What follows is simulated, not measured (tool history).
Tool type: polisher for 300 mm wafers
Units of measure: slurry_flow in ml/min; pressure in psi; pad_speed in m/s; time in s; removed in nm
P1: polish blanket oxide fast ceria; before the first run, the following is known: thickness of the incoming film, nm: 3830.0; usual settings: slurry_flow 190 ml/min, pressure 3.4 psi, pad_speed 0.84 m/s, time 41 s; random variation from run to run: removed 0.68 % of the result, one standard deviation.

run,day,slurry_flow,pressure,pad_speed,time,removed
1,0.217,190,3.4,0.84,41,701.55
2,0.471,190,3.4,0.84,62,1054.30
3,0.642,290,2.2,0.84,41,477.74
4,0.942,190,3.4,0.84,20,346.49
5,1.162,190,3.4,1.20,41,995.75
6,1.312,285,3.4,0.84,41,745.25
7,1.462,190,3.4,0.84,41,704.74
8,1.733,190,3.4,0.40,41,338.75
9,1.996,190,3.4,0.84,41,709.80
10,2.254,190,4.7,0.84,41,977.30
11,2.512,115,3.4,0.84,41,641.58
12,2.733,190,3.4,0.84,41,700.87
13,3.042,190,3.4,0.84,41,706.85
14,3.325,190,1.5,0.84,41,308.48

The next listed run, before its measurement:
15,3.512,190,3.4,0.56,51,?

{"run 15": {"removed": 583.14}}
